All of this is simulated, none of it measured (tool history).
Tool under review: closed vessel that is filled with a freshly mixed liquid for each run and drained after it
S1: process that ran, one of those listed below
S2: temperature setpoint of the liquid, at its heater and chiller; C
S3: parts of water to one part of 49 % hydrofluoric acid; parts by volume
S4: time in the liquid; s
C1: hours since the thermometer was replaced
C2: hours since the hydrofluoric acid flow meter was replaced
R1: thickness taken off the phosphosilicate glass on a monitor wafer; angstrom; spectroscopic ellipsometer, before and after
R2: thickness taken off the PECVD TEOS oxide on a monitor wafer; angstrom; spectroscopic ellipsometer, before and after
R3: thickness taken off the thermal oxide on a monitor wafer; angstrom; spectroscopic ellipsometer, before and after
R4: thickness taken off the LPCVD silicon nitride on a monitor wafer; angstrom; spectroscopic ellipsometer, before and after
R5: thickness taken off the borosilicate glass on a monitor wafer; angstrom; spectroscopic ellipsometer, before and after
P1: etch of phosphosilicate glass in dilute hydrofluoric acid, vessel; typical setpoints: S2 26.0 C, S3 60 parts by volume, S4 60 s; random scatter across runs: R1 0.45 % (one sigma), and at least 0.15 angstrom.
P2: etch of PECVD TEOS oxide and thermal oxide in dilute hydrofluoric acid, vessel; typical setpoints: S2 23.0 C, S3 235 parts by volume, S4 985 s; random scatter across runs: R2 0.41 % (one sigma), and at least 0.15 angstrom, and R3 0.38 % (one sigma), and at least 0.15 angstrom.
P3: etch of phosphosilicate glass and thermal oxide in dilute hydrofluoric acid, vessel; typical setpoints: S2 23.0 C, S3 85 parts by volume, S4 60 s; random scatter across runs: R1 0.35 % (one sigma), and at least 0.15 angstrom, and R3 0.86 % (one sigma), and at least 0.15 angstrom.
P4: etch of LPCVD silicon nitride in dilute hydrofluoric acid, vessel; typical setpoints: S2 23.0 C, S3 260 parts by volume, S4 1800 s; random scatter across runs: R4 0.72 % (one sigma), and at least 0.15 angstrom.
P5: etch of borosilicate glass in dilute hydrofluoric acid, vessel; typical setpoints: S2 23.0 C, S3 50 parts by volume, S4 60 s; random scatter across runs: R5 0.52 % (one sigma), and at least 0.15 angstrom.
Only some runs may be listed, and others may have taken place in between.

run 1 hour=5.3 | S1=P1 S2=26.0 S3=60 S4=60 | C1=397.5 C2=623.4 | R1=660.19
run 2 hour=12.7 | S1=P2 S2=23.0 S3=40 S4=985 | C1=404.9 C2=630.8 | R2=3269.90 R3=1277.800
run 3 hour=18.6 | S1=P4 S2=23.0 S3=260 S4=1800 | C1=410.8 C2=636.7 | R4=38.843
run 4 hour=24.6 | S1=P1 S2=34.0 S3=60 S4=90 | C1=416.8 C2=642.7 | R1=1346.50
run 5 hour=28.9 | S1=P2 S2=23.0 S3=235 S4=480 | C1=421.1 C2=647.0 | R2=218.70 R3=84.997
run 6 hour=35.0 | S1=P4 S2=28.5 S3=260 S4=1800 | C1=427.2 C2=653.1 | R4=53.760
run 7 hour=42.8 | S1=P5 S2=23.0 S3=50 S4=60 | C1=435.0 C2=660.9 | R5=365.14
run 8 hour=48.9 | S1=P1 S2=33.5 S3=60 S4=60 | C1=441.1 C2=667.0 | R1=885.51
run 9 hour=56.1 | S1=P5 S2=23.0 S3=50 S4=110 | C1=448.3 C2=674.2 | R5=675.27
run 10 hour=63.0 | S1=P1 S2=26.0 S3=60 S4=30 | C1=455.2 C2=681.1 | R1=330.24
run 11 hour=68.5 | S1=P3 S2=23.0 S3=85 S4=30 | C1=460.7 C2=686.6 | R1=272.72 R3=15.505
run 12 hour=74.9 | S1=P2 S2=23.0 S3=235 S4=985 | C1=467.1 C2=693.0 | R2=447.42 R3=173.520
run 13 hour=80.9 | S1=P2 S2=17.0 S3=235 S4=985 | C1=473.1 C2=699.0 | R2=356.03 R3=139.430
run 14 hour=88.3 | S1=P5 S2=23.0 S3=30 S4=60 | C1=480.5 C2=706.4 | R5=632.27
run 15 hour=94.0 | S1=P1 S2=21.5 S3=60 S4=60 | C1=486.2 C2=712.1 | R1=551.33
run 16 hour=101.8 | S1=P1 S2=26.0 S3=30 S4=60 | C1=494.0 C2=719.9 | R1=1388.00
run 17 hour=107.6 | S1=P1 S2=26.0 S3=60 S4=60 | C1=499.8 C2=725.7 | R1=666.81
run 18 hour=114.2 | S1=P5 S2=29.5 S3=50 S4=60 | C1=506.4 C2=732.3 | R5=473.06
run 19 hour=120.0 | S1=P2 S2=23.0 S3=235 S4=985 | C1=512.2 C2=738.1 | R2=443.75 R3=174.880
run 20 hour=127.2 | S1=P1 S2=22.0 S3=60 S4=35 | C1=519.4 C2=745.3 | R1=329.58
run 21 hour=132.0 | S1=P1 S2=26.0 S3=100 S4=60 | C1=524.2 C2=750.1 | R1=378.65
run 22 hour=136.8 | S1=P4 S2=23.0 S3=260 S4=3380 | C1=529.0 C2=754.9 | R4=72.034

Forecast run 23:
run 23 hour=143.7 | S1=P3 S2=23.0 S3=85 S4=60 | C1=535.9 C2=761.8 | R1=? R3=?

{"run 23": {"R1": 546.75, "R3": 30.855}}

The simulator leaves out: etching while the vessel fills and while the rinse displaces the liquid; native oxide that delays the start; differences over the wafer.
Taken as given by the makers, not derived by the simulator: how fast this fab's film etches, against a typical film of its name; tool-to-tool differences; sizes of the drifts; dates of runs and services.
